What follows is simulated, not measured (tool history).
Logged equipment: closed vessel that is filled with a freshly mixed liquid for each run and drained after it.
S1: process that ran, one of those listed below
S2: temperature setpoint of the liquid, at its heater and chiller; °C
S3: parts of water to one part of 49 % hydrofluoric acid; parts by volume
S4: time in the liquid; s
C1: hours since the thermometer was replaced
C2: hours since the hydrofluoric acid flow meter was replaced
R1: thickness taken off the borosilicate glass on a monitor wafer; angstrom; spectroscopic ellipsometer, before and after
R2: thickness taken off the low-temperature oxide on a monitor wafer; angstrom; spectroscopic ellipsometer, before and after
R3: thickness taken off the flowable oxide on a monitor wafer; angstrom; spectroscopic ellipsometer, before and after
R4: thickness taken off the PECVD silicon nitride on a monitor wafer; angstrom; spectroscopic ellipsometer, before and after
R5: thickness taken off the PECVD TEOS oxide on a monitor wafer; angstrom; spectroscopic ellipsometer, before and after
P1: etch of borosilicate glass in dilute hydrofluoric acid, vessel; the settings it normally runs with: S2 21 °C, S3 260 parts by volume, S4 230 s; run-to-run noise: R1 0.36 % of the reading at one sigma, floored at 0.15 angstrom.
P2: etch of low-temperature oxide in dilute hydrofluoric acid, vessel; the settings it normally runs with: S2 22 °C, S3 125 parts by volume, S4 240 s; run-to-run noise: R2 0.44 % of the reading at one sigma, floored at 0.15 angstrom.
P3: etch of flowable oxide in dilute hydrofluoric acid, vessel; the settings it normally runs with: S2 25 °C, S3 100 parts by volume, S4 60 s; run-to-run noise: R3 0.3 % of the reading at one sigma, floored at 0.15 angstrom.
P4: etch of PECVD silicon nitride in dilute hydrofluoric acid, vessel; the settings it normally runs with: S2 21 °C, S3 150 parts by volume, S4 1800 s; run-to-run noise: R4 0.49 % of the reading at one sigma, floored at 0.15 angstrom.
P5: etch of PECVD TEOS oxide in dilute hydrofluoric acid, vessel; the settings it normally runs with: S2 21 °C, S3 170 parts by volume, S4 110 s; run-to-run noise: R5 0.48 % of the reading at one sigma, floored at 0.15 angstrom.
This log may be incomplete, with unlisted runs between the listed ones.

run   hour  S1    S2   S3    S4     C1      C2      R1      R2      R3      R4      R5
  1    7.6  P1    21  260   230  416.4    1595  187.51
  2     15  P1    21  260   230  423.8  1602.4   188.8
  3   21.7  P2    22  125   380  430.5  1609.1          282.88
  4   35.4  P3    25  175    60  444.2  1622.8                  201.96
  5   46.3  P2    22  125   240  455.1  1633.7          177.81
  6   59.8  P1    21   75   230  468.6  1647.2  786.72
  7     69  P1    17  260   230  477.8  1656.4  161.84
  8   82.1  P4    21  150   950  490.9  1669.5                          230.37
  9   96.3  P5    21  235   110  505.1  1683.7                                  101.91
 10  102.7  P1    17  405   230  511.5  1690.1  91.901
 11  113.5  P1    21  260   340  522.3  1700.9  277.41
 12  123.9  P1    21  260   230  532.7  1711.3   187.9
 13  134.7  P4    17  150  1800  543.5  1722.1                          331.92
 14  145.6  P3  31.5  100    60  554.4    1733                  498.49
 15  154.3  P1    21  260    30  563.1  1741.7  24.375
 16  166.5  P2    30  125   240  575.3  1753.9          241.04
 17  179.7  P4    21   25  1800  588.5  1767.1                          2495.3
 18  188.3  P1    21  425   230  597.1  1775.7  99.304
 19  194.8  P1  17.5  260    35  603.6  1782.2  25.388
 20  205.1  P3    25  100    60  613.9  1792.5                  388.06
 21  213.1  P3    25  100   105  621.9  1800.5                  679.27
 22    225  P1    21  260   230  633.8  1812.4  188.88

Forecast run 23:
 23  238.6  P1  28.5  260  230  647.4  1826   ?

R1: 245.53 angstrom
